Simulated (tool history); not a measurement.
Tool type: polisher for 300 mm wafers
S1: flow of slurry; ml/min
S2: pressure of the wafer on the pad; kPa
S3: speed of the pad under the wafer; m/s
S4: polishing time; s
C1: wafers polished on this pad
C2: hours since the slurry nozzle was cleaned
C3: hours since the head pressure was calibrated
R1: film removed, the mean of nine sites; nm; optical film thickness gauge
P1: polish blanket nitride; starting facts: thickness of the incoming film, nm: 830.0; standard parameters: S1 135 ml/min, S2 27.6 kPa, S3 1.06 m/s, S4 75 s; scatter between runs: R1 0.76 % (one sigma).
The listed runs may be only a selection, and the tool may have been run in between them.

run 1 day=0.25 | S1=135 S2=27.6 S3=1.06 S4=75 | C1=424 C2=493.7 C3=353.3 | R1=159.19
run 2 day=0.467 | S1=135 S2=36.5 S3=1.06 S4=41 | C1=474 C2=498.9 C3=358.5 | R1=114.09
run 3 day=0.671 | S1=135 S2=39.3 S3=1.06 S4=75 | C1=521 C2=503.8 C3=363.4 | R1=224.53
run 4 day=0.854 | S1=190 S2=27.6 S3=1.06 S4=75 | C1=563 C2=508.2 C3=367.8 | R1=166.49
run 5 day=1.083 | S1=135 S2=27.6 S3=1.06 S4=95 | C1=616 C2=513.7 C3=373.3 | R1=199.54
run 6 day=1.354 | S1=135 S2=27.6 S3=0.5 S4=75 | C1=678 C2=520.2 C3=379.8 | R1=86.162
run 7 day=1.583 | S1=185 S2=27.6 S3=1.06 S4=112 | C1=731 C2=525.7 C3=385.3 | R1=251.75
run 8 day=1.721 | S1=135 S2=27.6 S3=1.06 S4=75 | C1=763 C2=529 C3=388.6 | R1=159.97
run 9 day=1.888 | S1=135 S2=20 S3=1.06 S4=75 | C1=802 C2=533 C3=392.6 | R1=115.5
run 10 day=2.079 | S1=135 S2=27.6 S3=1.06 S4=75 | C1=846 C2=537.6 C3=397.2 | R1=160.92
run 11 day=2.308 | S1=135 S2=27.6 S3=1.06 S4=75 | C1=899 C2=543.1 C3=402.7 | R1=160.89
run 12 day=2.529 | S1=135 S2=27.6 S3=1.06 S4=49 | C1=950 C2=548.4 C3=408 | R1=103.77
run 13 day=2.8 | S1=135 S2=27.6 S3=1.06 S4=75 | C1=1012 C2=554.9 C3=414.5 | R1=155.06
-- day=2.829 head pressure recalibrated
run 14 day=2.971 | S1=135 S2=27.6 S3=1.58 S4=75 | C1=1051 C2=559 C3=3.4 | R1=218.84
run 15 day=3.238 | S1=80 S2=27.6 S3=1.06 S4=75 | C1=1113 C2=565.4 C3=9.8 | R1=140.14
run 16 day=3.4 | S1=135 S2=27.6 S3=1.06 S4=75 | C1=1150 C2=569.3 C3=13.7 | R1=158.34
run 17 day=3.633 | S1=135 S2=27.6 S3=1.06 S4=75 | C1=1204 C2=574.9 C3=19.3 | R1=158
run 18 day=3.8 | S1=135 S2=27.6 S3=1.06 S4=75 | C1=1243 C2=578.9 C3=23.3 | R1=155.32
run 19 day=3.988 | S1=135 S2=27.6 S3=1.06 S4=75 | C1=1286 C2=583.4 C3=27.8 | R1=150.95
run 20 day=4.133 | S1=135 S2=27.6 S3=1.06 S4=75 | C1=1320 C2=586.9 C3=31.3 | R1=151.03
-- day=4.312 head pressure recalibrated
run 21 day=4.346 | S1=135 S2=27.6 S3=1.06 S4=75 | C1=1369 C2=592 C3=0.9 | R1=150.09
run 22 day=4.488 | S1=135 S2=27.6 S3=1.06 S4=75 | C1=1401 C2=595.4 C3=4.3 | R1=145.48
run 23 day=4.625 | S1=135 S2=27.6 S3=1.06 S4=75 | C1=1433 C2=598.7 C3=7.6 | R1=146.87
run 24 day=4.9 | S1=135 S2=27.6 S3=1.06 S4=75 | C1=1497 C2=605.3 C3=14.2 | R1=145.6
run 25 day=5.125 | S1=135 S2=27.6 S3=1.06 S4=75 | C1=1548 C2=610.7 C3=19.6 | R1=144.75
run 26 day=5.367 | S1=135 S2=27.6 S3=1.06 S4=75 | C1=1604 C2=616.5 C3=25.4 | R1=145.26
run 27 day=5.525 | S1=135 S2=27.6 S3=1.06 S4=75 | C1=1641 C2=620.3 C3=29.2 | R1=144.7

P1 no longer gives what it gave before; its output has crept away from where it was. The following 2 causes, each at its listed size, fit the log equally well:
A: removal rate lost through wear of the pad, % = 8.66
B: slurry flow missing at the pad, % = 32.5
The onset of the drift is placed at about day 3.633.
Excluded causes, each with its reason:
head's pressure below its setpoint, %: maintenance at day 4.312, after the shift began, did not return the process to its former output

You are offered 4 check runs, listed below with question marks in place of their results; each one averages 2 wafers. Which run separates the listed causes by giving clearly different results for each?
run check 1 day=5.683 | S1=135 S2=27.6 S3=0.6 S4=75 | R1=?
run check 2 day=5.683 | S1=135 S2=27.6 S3=1.5 S4=75 | R1=?
run check 3 day=5.683 | S1=135 S2=20.7 S3=1.06 S4=75 | R1=?
run check 4 day=5.683 | S1=80 S2=27.6 S3=1.06 S4=75 | R1=?

Predicted outcomes, by check and by cause:
check=check_1 result=R1 if_A=91.722 if_B=91.726
check=check_2 result=R1 if_A=190.91 if_B=190.92
check=check_3 result=R1 if_A=108.46 if_B=108.46
check=check_4 result=R1 if_A=127.22 if_B=120.87
Per check, the gap between the least separated pair of causes, taken in the result that splits them most: check 1 0 %; check 2 0 %; check 3 0 %; check 4 5.12 %
Of the check runs offered, only check 4 discriminates between the causes; the rest would read about the same regardless of which cause applies.

Check 4 has now been run. It gave: R1 121.2 nm. Which of the candidate causes is it?

The cause is B: slurry flow missing at the pad, %.

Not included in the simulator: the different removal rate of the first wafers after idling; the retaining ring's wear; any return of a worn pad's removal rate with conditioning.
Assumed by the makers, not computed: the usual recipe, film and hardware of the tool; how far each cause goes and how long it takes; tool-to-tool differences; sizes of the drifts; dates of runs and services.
